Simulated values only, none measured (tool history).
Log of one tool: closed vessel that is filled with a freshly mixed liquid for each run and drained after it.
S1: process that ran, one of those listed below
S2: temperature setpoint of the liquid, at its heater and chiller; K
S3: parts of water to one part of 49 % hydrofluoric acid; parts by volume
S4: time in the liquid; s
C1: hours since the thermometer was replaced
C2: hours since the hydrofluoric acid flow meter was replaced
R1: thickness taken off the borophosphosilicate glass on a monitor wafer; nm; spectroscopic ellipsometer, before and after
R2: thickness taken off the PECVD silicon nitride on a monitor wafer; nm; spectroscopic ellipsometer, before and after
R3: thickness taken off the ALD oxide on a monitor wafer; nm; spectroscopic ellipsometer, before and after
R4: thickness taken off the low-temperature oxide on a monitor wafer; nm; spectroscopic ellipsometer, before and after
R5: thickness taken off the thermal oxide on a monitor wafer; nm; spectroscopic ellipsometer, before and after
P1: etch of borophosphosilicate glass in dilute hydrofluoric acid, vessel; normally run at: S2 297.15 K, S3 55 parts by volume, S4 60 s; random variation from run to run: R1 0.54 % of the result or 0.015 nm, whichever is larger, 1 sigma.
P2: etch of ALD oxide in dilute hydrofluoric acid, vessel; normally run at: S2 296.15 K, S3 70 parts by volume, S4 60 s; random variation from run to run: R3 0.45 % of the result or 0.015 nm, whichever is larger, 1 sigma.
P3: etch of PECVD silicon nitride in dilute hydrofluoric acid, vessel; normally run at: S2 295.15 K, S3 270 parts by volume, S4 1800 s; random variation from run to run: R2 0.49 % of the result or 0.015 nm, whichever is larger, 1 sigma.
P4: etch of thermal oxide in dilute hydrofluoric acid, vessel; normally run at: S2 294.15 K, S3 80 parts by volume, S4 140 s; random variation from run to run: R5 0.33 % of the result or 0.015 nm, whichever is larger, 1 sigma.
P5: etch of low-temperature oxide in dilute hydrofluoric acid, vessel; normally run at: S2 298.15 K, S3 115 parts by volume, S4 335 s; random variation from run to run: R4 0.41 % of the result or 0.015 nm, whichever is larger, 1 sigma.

run,day,S1,S2,S3,S4,C1,C2,R1,R2,R3,R4,R5
1,0.483,P1,297.15,55,60,980.3,1073.3,63.356,,,,
2,0.933,P1,297.15,80,60,991.1,1084.1,42.019,,,,
3,1.438,P1,297.15,55,60,1003.2,1096.2,62.315,,,,
4,1.896,P3,295.15,270,1800,1014.2,1107.2,,14.1440,,,
5,2.200,P2,296.15,70,60,1021.5,1114.5,,,14.429,,
6,2.629,P5,298.15,115,335,1031.8,1124.8,,,,38.185,
7,2.992,P1,297.15,55,60,1040.5,1133.5,62.984,,,,
8,3.358,P3,301.65,270,1800,1049.3,1142.3,,21.0470,,,
9,3.779,P4,294.15,80,75,1059.4,1152.4,,,,,3.8751
10,4.129,P2,290.15,70,60,1067.8,1160.8,,,11.289,,
11,4.525,P1,304.65,55,60,1077.3,1170.3,85.149,,,,
12,4.879,P3,295.15,270,265,1085.8,1178.8,,2.0857,,,
13,5.258,P1,297.15,85,35,1094.9,1187.9,22.864,,,,
14,5.538,P5,298.15,115,335,1101.6,1194.6,,,,38.271,
15,5.800,P4,301.65,80,140,1107.9,1200.9,,,,,9.7430
16,6.150,P4,294.15,80,140,1116.3,1209.3,,,,,7.2452
# day 6.371: hydrofluoric acid flow meter replaced
17,6.433,P1,290.15,55,60,1123.1,1.6,46.723,,,,
18,6.825,P1,297.15,20,60,1132.5,11.0,180.740,,,,
19,7.150,P4,294.15,45,140,1140.3,18.8,,,,,13.4560
20,7.592,P1,297.15,55,60,1150.9,29.4,62.446,,,,
21,7.883,P1,297.15,55,60,1157.9,36.4,63.681,,,,
22,8.117,P1,297.15,55,30,1163.5,42.0,31.368,,,,
23,8.392,P1,297.15,55,60,1170.1,48.6,62.730,,,,
24,8.758,P3,295.15,125,1800,1178.9,57.4,,30.3830,,,
25,9.246,P2,296.15,70,90,1190.6,69.1,,,21.787,,
26,9.750,P4,294.15,80,140,1202.7,81.2,,,,,7.2737
27,10.121,P5,298.15,200,335,1211.6,90.1,,,,20.031,
28,10.633,P2,296.15,95,60,1223.9,102.4,,,10.344,,
29,10.967,P5,298.15,115,625,1231.9,110.4,,,,71.242,
30,11.475,P1,297.15,55,95,1244.1,122.6,99.310,,,,
31,11.996,P5,293.65,115,335,1256.6,135.1,,,,31.999,
32,12.288,P1,297.15,55,60,1263.6,142.1,63.079,,,,
33,12.600,P1,297.15,55,60,1271.1,149.6,64.274,,,,
34,12.908,P1,297.15,55,60,1278.5,157.0,65.958,,,,
35,13.346,P1,297.15,55,60,1289.0,167.5,66.474,,,,
36,13.658,P1,297.15,55,60,1296.5,175.0,66.729,,,,
37,14.029,P1,297.15,55,60,1305.4,183.9,67.525,,,,
38,14.383,P1,297.15,55,60,1313.9,192.4,68.355,,,,
39,14.721,P1,297.15,55,60,1322.0,200.5,67.745,,,,
40,14.954,P1,297.15,55,60,1327.6,206.1,67.602,,,,
41,15.271,P1,297.15,55,60,1335.2,213.7,67.258,,,,

What P1 gives has crept away from where it was. These 2 causes fit the log equally well, each at the size given:
A: hydrofluoric acid flow above the setpoint (%) = 7.22
B: liquid hotter than its thermometer reads (K) = 1.84
The creep began at about day 12.288.

4 check runs are offered, one wafer each, their results left as question marks. Which one tells the causes apart?
check 1,15.588,P3,295.15,165,1800,,,,?,,,
check 2,15.588,P4,300.15,80,140,,,,,,,?
check 3,15.588,P5,293.65,115,605,,,,,,?,
check 4,15.588,P2,291.65,70,60,,,,,?,,

What each check would give under each cause:
check,result,if A,if B
check 1,R2,24.5080,25.7830
check 2,R5,9.9917,9.9358
check 3,R4,62.620,62.345
check 4,R3,12.916,12.948
How far apart the two closest causes lie, in the result that separates them most: check 1 5.07 %; check 2 0.56 %; check 3 0.44 %; check 4 0.25 %
Only check 1 tells the causes apart: in the others they would give nearly the same result.

Check 1 was then run and gave: R2 25.8690 nm. Which cause is it?

It is B: liquid hotter than its thermometer reads (K).

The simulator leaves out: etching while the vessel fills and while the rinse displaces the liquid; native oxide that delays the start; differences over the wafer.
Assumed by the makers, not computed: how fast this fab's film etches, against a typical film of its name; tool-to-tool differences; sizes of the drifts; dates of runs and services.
